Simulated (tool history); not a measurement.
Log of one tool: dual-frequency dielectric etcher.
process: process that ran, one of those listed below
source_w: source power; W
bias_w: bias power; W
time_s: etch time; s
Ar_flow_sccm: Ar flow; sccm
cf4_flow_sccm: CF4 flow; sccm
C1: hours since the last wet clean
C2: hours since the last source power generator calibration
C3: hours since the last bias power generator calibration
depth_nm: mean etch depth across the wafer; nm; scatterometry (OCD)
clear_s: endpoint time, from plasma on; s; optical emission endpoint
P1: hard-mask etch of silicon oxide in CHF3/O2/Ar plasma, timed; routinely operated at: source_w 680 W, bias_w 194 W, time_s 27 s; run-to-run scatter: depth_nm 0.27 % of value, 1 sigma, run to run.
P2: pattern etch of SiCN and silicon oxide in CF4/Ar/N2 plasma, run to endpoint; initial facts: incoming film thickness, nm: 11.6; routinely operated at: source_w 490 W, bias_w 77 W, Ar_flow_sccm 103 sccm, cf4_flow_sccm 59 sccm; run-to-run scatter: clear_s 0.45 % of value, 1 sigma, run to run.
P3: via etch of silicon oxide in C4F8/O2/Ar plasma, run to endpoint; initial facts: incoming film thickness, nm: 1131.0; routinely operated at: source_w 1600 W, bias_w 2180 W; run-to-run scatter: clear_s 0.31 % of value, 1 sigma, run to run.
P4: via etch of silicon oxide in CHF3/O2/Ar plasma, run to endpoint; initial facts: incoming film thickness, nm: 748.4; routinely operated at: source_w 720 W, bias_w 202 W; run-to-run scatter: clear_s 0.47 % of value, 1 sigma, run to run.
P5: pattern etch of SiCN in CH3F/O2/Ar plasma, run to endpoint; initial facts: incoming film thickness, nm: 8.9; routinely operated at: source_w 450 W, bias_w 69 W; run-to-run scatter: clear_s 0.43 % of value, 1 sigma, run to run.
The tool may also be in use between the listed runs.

run 1 hour=2.7 | process=P1 source_w=680 bias_w=194 time_s=27 | C1=139.6 C2=730.1 C3=2105.6 | depth_nm=57.119
run 2 hour=5.9 | process=P4 source_w=720 bias_w=255 | C1=142.8 C2=733.3 C3=2108.8 | clear_s=305.92
run 3 hour=8.6 | process=P1 source_w=680 bias_w=144 time_s=18.5 | C1=145.5 C2=736 C3=2111.5 | depth_nm=35.575
run 4 hour=11 | process=P3 source_w=1600 bias_w=1621 | C1=147.9 C2=738.4 C3=2113.9 | clear_s=253.19
run 5 hour=13.3 | process=P2 source_w=490 bias_w=77 Ar_flow_sccm=103 cf4_flow_sccm=59 | C1=150.2 C2=740.7 C3=2116.2 | clear_s=12.394
run 6 hour=16.4 | process=P5 source_w=630 bias_w=69 | C1=153.3 C2=743.8 C3=2119.3 | clear_s=19.517
run 7 hour=20.1 | process=P2 source_w=490 bias_w=77 Ar_flow_sccm=103 cf4_flow_sccm=59 | C1=157 C2=747.5 C3=2123 | clear_s=12.368
run 8 hour=24.1 | process=P5 source_w=450 bias_w=96 | C1=161 C2=751.5 C3=2127 | clear_s=19.81
run 9 hour=26.2 | process=P1 source_w=790 bias_w=260 time_s=27 | C1=163.1 C2=753.6 C3=2129.1 | depth_nm=67.392
run 10 hour=29.9 | process=P2 source_w=590 bias_w=77 Ar_flow_sccm=103 cf4_flow_sccm=59 | C1=166.8 C2=757.3 C3=2132.8 | clear_s=10.432
run 11 hour=34 | process=P2 source_w=490 bias_w=77 Ar_flow_sccm=103 cf4_flow_sccm=39 | C1=170.9 C2=761.4 C3=2136.9 | clear_s=13.264
run 12 hour=38.1 | process=P1 source_w=680 bias_w=194 time_s=15 | C1=175 C2=765.5 C3=2141 | depth_nm=31.86
run 13 hour=41.6 | process=P4 source_w=430 bias_w=202 | C1=178.5 C2=769 C3=2144.5 | clear_s=401.32
run 14 hour=44.7 | process=P2 source_w=490 bias_w=56 Ar_flow_sccm=103 cf4_flow_sccm=59 | C1=181.6 C2=772.1 C3=2147.6 | clear_s=13.715
run 15 hour=47 | process=P1 source_w=680 bias_w=194 time_s=27 | C1=183.9 C2=774.4 C3=2149.9 | depth_nm=57.245
run 16 hour=49 | process=P1 source_w=810 bias_w=194 time_s=17.5 | C1=185.9 C2=776.4 C3=2151.9 | depth_nm=39.623
run 17 hour=51.2 | process=P5 source_w=450 bias_w=69 | C1=188.1 C2=778.6 C3=2154.1 | clear_s=22.413
run 18 hour=54.1 | process=P3 source_w=1600 bias_w=2180 | C1=191 C2=781.5 C3=2157 | clear_s=233.72
run 19 hour=57.8 | process=P1 source_w=680 bias_w=194 time_s=27 | C1=194.7 C2=785.2 C3=2160.7 | depth_nm=57.531
run 20 hour=62 | process=P4 source_w=720 bias_w=202 | C1=198.9 C2=789.4 C3=2164.9 | clear_s=331.31
run 21 hour=65.2 | process=P4 source_w=720 bias_w=202 | C1=202.1 C2=792.6 C3=2168.1 | clear_s=330.56
run 22 hour=68.5 | process=P1 source_w=680 bias_w=135 time_s=27 | C1=205.4 C2=795.9 C3=2171.4 | depth_nm=50.764
run 23 hour=71.2 | process=P2 source_w=490 bias_w=77 Ar_flow_sccm=73 cf4_flow_sccm=59 | C1=208.1 C2=798.6 C3=2174.1 | clear_s=11.798
run 24 hour=74.3 | process=P3 source_w=1600 bias_w=2180 | C1=211.2 C2=801.7 C3=2177.2 | clear_s=233.49
run 25 hour=78.1 | process=P1 source_w=680 bias_w=246 time_s=27 | C1=215 C2=805.5 C3=2181 | depth_nm=62.387
run 26 hour=81.9 | process=P1 source_w=810 bias_w=194 time_s=27 | C1=218.8 C2=809.3 C3=2184.8 | depth_nm=61.229
run 27 hour=85.9 | process=P3 source_w=1100 bias_w=2180 | C1=222.8 C2=813.3 C3=2188.8 | clear_s=270.74
run 28 hour=88.2 | process=P1 source_w=680 bias_w=194 time_s=33.5 | C1=225.1 C2=815.6 C3=2191.1 | depth_nm=70.877
run 29 hour=90.3 | process=P1 source_w=680 bias_w=194 time_s=27 | C1=227.2 C2=817.7 C3=2193.2 | depth_nm=57.251

Run 30 has not been measured yet. What should we expect?
run 30 hour=93 | process=P1 source_w=680 bias_w=194 time_s=27 | C1=229.9 C2=820.4 C3=2195.9 | depth_nm=?

depth_nm: 57.029 nm
